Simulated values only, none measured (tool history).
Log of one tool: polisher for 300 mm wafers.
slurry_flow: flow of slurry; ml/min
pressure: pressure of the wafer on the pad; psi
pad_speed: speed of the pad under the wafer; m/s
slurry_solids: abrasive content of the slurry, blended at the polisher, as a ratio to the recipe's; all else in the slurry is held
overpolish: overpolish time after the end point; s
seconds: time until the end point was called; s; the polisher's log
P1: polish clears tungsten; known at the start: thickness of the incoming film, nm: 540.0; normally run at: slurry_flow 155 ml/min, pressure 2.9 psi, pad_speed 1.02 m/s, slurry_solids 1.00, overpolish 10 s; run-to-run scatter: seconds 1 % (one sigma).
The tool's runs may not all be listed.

run	hour	slurry_flow	pressure	pad_speed	slurry_solids	overpolish	seconds
1	4.9	155	2.9	1.02	1.00	10	139.330
2	11.7	155	2.9	1.02	0.55	10	165.540
3	17.9	155	2.9	1.32	1.00	10	108.050
4	24.4	155	2.9	1.02	1.00	19	140.710
5	29.8	155	4.3	1.02	1.00	3	95.471
6	33.6	155	2.9	0.50	1.00	10	290.410
7	40.0	155	3.9	1.02	1.30	10	100.040
8	47.5	155	3.7	1.02	1.00	10	111.370
9	50.9	215	2.9	0.68	1.00	10	200.650
# hour 52.1: worn pad replaced by a new one
10	57.6	155	2.9	1.02	1.00	10	143.550
11	64.3	95	2.9	1.02	1.00	10	154.380
12	68.7	155	2.9	1.02	1.00	10	143.590
13	72.7	155	2.9	1.02	1.40	10	130.320
14	76.9	235	2.9	1.02	1.00	10	133.900
15	80.5	155	1.3	1.02	1.00	10	320.290
16	85.8	155	2.9	1.02	1.00	10	141.320
17	90.3	155	2.9	1.02	1.00	10	142.880
18	95.1	155	2.9	1.02	1.00	3	141.700
19	98.8	155	2.9	1.02	1.00	10	142.170
20	105.4	155	2.9	1.02	1.00	10	145.360
21	110.2	155	2.9	1.02	1.00	10	146.800
# hour 117.3: head pressure recalibrated
22	117.4	155	2.9	1.02	1.00	10	149.250
# hour 121.7: worn pad replaced by a new one
# hour 122.2: slurry blender recalibrated
23	123.3	155	2.9	1.02	1.00	10	154.010
24	129.8	155	2.9	1.02	1.00	10	152.030
25	134.5	155	2.9	1.02	1.00	10	153.710

What P1 gives has crept away from where it was. These 2 causes fit the log equally well, each at the size given:
A: slurry flow missing at the pad, % = 33.2
B: peroxide lost from the slurry, % = 18.9
The creep began at about hour 98.8.
Why every other cause is out:
removal rate lost through wear of the pad, %: serviced at hour 121.7, which brought nothing back
head's pressure below its setpoint, %: serviced at hour 117.3, which brought nothing back
abrasive missing from the slurry, %: serviced at hour 122.2, which brought nothing back

4 check runs are offered, each on 3 wafers whose results are averaged, their results left as question marks. Which one tells the causes apart?
check 1	139.2	155	1.7	1.02	1.00	18	?
check 2	139.2	155	2.9	1.02	0.80	10	?
check 3	139.2	155	2.3	1.02	1.00	19	?
check 4	139.2	95	2.9	1.02	1.00	15	?

What each check would give under each cause:
check	result	if A	if B
check 1	seconds	262.360	262.300
check 2	seconds	162.040	162.000
check 3	seconds	193.920	193.870
check 4	seconds	178.190	170.500
How far apart the two closest causes lie, in the result that separates them most: check 1 0.02 %; check 2 0.02 %; check 3 0.02 %; check 4 4.41 %
Check 4 tells the causes apart: in the others they would give nearly the same result.

Check 4 was then run and gave: seconds 177.770 s. Which cause is it?

It is A: slurry flow missing at the pad, %.
